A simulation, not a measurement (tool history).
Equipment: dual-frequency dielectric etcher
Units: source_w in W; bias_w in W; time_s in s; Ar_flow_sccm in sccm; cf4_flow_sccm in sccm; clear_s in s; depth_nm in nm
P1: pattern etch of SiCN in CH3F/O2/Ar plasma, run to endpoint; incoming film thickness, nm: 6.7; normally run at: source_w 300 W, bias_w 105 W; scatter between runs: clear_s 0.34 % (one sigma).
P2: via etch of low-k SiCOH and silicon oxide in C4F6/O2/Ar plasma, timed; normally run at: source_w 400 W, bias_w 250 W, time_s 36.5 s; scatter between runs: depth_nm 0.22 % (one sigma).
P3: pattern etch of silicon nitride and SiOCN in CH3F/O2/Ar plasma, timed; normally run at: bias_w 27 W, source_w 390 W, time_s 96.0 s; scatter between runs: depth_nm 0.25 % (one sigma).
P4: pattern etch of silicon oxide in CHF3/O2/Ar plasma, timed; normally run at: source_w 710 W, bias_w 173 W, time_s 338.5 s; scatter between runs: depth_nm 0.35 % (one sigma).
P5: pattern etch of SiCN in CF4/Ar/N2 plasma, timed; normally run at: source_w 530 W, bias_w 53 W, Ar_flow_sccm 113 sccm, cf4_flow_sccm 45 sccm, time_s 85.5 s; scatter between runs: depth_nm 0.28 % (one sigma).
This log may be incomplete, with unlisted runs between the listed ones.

run	day	process	source_w	bias_w	time_s	Ar_flow_sccm	cf4_flow_sccm	hours since the last wet clean	hours since the last source power generator calibration	hours since the last bias power generator calibration	clear_s	depth_nm
1	0.262	P1	300	105				194.2	786.0	1184.4	17.290	
2	0.575	P2	490	250	36.5			201.7	793.5	1191.9		117.5900
3	0.850	P5	530	53	85.5	113	45	208.3	800.1	1198.5		70.5510
4	1.133	P3	390	27	96.0			215.1	806.9	1205.3		14.4930
5	1.475	P1	210	127				223.3	815.1	1213.5	18.241	
6	1.729	P3	390	27	55.0			229.4	821.2	1219.6		8.2814
7	2.079	P5	530	53	47.0	113	45	237.8	829.6	1228.0		38.7560
8	2.333	P1	300	105				243.9	835.7	1234.1	17.318	
9	2.562	P5	530	53	85.5	157	45	249.4	841.2	1239.6		66.5390
10	3.021	P5	530	53	85.5	113	45	260.4	852.2	1250.6		70.1650
11	3.229	P2	400	250	36.5			265.4	857.2	1255.6		108.7200
12	3.675	P3	530	27	96.0			276.1	867.9	1266.3		16.0100
13	3.967	P5	650	53	85.5	113	45	283.1	874.9	1273.3		84.3510
14	4.388	P4	1010	173	338.5			293.2	885.0	1283.4		802.7200
15	4.862	P5	530	53	85.5	113	62	304.6	896.4	1294.8		74.6920
16	5.142	P1	360	105				311.3	903.1	1301.5	16.284	
17	5.454	P1	300	105				318.8	910.6	1309.0	17.461	
18	5.904	P2	400	250	52.5			329.6	921.4	1319.8		155.9200
19	6.342	P2	400	250	36.5			340.1	931.9	1330.3		108.4500
20	6.625	P2	400	340	36.5			346.9	938.7	1337.1		120.5000
21	6.962	P5	530	66	85.5	113	45	355.0	946.8	1345.2		76.5210
22	7.342	P4	710	173	338.5			364.1	955.9	1354.3		698.9200
23	7.742	P4	710	173	338.5			373.7	965.5	1363.9		703.2500
24	7.983	P3	390	38	96.0			379.5	971.3	1369.7		16.9020
25	8.267	P1	300	105				386.3	978.1	1376.5	17.317	
26	8.529	P1	200	71				392.6	984.4	1382.8	23.387	
27	8.942	P4	710	173	499.0			402.5	994.3	1392.7		1029.3000
28	9.421	P1	300	71				414.0	1005.8	1404.2	20.137	
29	9.829	P1	230	105				423.8	1015.6	1414.0	19.015	
30	10.225	P1	300	143				433.3	1025.1	1423.5	15.347	
31	10.692	P4	710	141	338.5			444.5	1036.3	1434.7		658.6900
32	11.038	P1	300	105				452.8	1044.6	1443.0	17.376	
33	11.304	P1	300	105				459.2	1051.0	1449.4	17.359	
34	11.592	P1	300	105				466.1	1057.9	1456.3	17.501	
35	11.975	P1	300	105				475.3	1067.1	1465.5	17.572	
36	12.225	P1	300	105				481.3	1073.1	1471.5	17.605	
# day 12.367: wet clean of the chamber
37	12.538	P1	300	105				4.2	1080.6	1479.0	17.519	
38	13.008	P1	300	105				15.5	1091.9	1490.3	17.587	
39	13.358	P1	300	105				23.9	1100.3	1498.7	17.638	
40	13.596	P1	300	105				29.6	1106.0	1504.4	17.638	

P1 has crept away from where it was. The log is fitted equally well by each of these 2 causes, at the sizes shown:
A: source power that arrives under what is set, % = 4.49
B: bias power that arrives under what is set, % = 4.27
At approximately day 11.304, the process output began to creep.
Ruled out, with reasons:
chamber walls in a state that lowers the etch rate, %: serviced at day 12.367, after the change had begun; the process did not return to its earlier output

Listed below are the offered check runs, one wafer per run, with question marks in place of results. For which of them would the causes give clearly different outcomes?
check 1	13.833	P5	530	53	54.5	155	45					?
check 2	13.833	P3	480	37	96.0							?
check 3	13.833	P2	470	250	36.5							?
check 4	13.833	P4	830	173	338.5							?

Outcome of each check run for each possible cause:
check	result	if A	if B
check 1	depth_nm	40.6500	41.6180
check 2	depth_nm	17.6640	17.5680
check 3	depth_nm	113.3800	113.7400
check 4	depth_nm	730.3900	733.0000
Per check, the gap between the least separated pair of causes, taken in the result that splits them most: check 1 2.35 %; check 2 0.54 %; check 3 0.31 %; check 4 0.36 %
The other checks would show nearly matching results whichever cause is true, so check 1 is the only one that separates the causes.

Check 1 was carried out, with these results: depth_nm 40.5280 nm. Which of the listed causes is responsible?

A is the cause: source power that arrives under what is set, %.
